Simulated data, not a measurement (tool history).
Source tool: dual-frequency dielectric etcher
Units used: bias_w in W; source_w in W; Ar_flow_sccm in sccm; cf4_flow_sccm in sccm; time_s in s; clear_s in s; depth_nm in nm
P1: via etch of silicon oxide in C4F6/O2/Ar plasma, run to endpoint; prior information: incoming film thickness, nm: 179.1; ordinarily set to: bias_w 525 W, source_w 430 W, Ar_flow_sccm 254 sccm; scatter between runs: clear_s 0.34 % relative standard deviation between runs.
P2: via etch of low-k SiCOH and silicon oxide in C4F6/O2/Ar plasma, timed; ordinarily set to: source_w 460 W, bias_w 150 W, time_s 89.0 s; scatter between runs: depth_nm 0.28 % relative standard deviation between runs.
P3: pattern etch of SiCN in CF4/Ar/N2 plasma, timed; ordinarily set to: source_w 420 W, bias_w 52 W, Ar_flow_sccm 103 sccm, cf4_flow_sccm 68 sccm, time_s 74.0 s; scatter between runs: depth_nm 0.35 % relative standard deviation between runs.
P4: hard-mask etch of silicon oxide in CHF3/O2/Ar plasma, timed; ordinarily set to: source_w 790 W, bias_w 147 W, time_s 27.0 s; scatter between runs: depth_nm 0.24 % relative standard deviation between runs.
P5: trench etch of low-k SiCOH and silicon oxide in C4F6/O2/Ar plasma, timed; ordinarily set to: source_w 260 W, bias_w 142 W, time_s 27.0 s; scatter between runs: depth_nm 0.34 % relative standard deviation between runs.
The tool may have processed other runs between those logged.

run	day	process	bias_w	source_w	Ar_flow_sccm	cf4_flow_sccm	time_s	hours since the last wet clean	hours since the last bias power generator calibration	hours since the last source power generator calibration	hours since the last Ar flow controller change	clear_s	depth_nm
1	0.292	P1	525	430	254			358.3	627.3	1224.7	1733.1	37.660	
2	0.529	P3	52	420	63	68	74.0	364.0	633.0	1230.4	1738.8		57.248
3	0.779	P2	150	460			89.0	370.0	639.0	1236.4	1744.8		253.780
4	1.038	P4	147	790			37.5	376.2	645.2	1242.6	1751.0		75.806
5	1.225	P3	35	420	103	68	74.0	380.7	649.7	1247.1	1755.5		46.818
6	1.512	P1	525	430	332			387.6	656.6	1254.0	1762.4	39.048	
7	1.754	P5	142	170			27.0	393.4	662.4	1259.8	1768.2		54.490
8	2.008	P1	525	430	254			399.5	668.5	1265.9	1774.3	37.861	
9	2.300	P2	150	460			89.0	406.5	675.5	1272.9	1781.3		253.310
10	2.450	P1	364	430	254			410.1	679.1	1276.5	1784.9	43.211	
11	2.725	P3	52	420	103	68	45.5	416.7	685.7	1283.1	1791.5		32.466
12	2.988	P4	147	790			27.0	423.0	692.0	1289.4	1797.8		54.722
13	3.283	P3	52	320	103	68	74.0	430.1	699.1	1296.5	1804.9		41.728
14	3.562	P1	525	430	254			436.8	705.8	1303.2	1811.6	37.947	
15	3.767	P5	142	260			21.0	441.7	710.7	1308.1	1816.5		50.296
16	3.983	P5	142	260			27.0	446.9	715.9	1313.3	1821.7		64.613
17	4.179	P1	525	600	191			451.6	720.6	1318.0	1826.4	32.454	
18	4.442	P1	525	280	254			457.9	726.9	1324.3	1832.7	44.095	
19	4.717	P1	525	430	163			464.5	733.5	1330.9	1839.3	36.115	
20	4.925	P5	87	260			27.0	469.5	738.5	1335.9	1844.3		56.103
21	5.200	P4	207	790			27.0	476.1	745.1	1342.5	1850.9		61.435
22	5.442	P2	150	460			118.5	481.9	750.9	1348.3	1856.7		337.520
23	5.717	P4	147	790			27.0	488.5	757.5	1354.9	1863.3		54.577
24	5.946	P1	724	430	254			494.0	763.0	1360.4	1868.8	33.228	
25	6.133	P1	525	520	187			498.5	767.5	1364.9	1873.3	33.864	
26	6.304	P2	206	460			89.0	502.6	771.6	1369.0	1877.4		279.850
27	6.608	P1	525	560	254			509.9	778.9	1376.3	1884.7	34.411	
28	6.750	P3	52	420	103	94	74.0	513.3	782.3	1379.7	1888.1		55.895
29	6.921	P4	147	540			27.0	517.4	786.4	1383.8	1892.2		47.297
30	7.167	P2	150	260			89.0	523.3	792.3	1389.7	1898.1		202.700

What will run 31 give?
31	7.471	P3	52	420	103	68	74.0	530.6	799.6	1397.0	1905.4		?

depth_nm: 53.026 nm
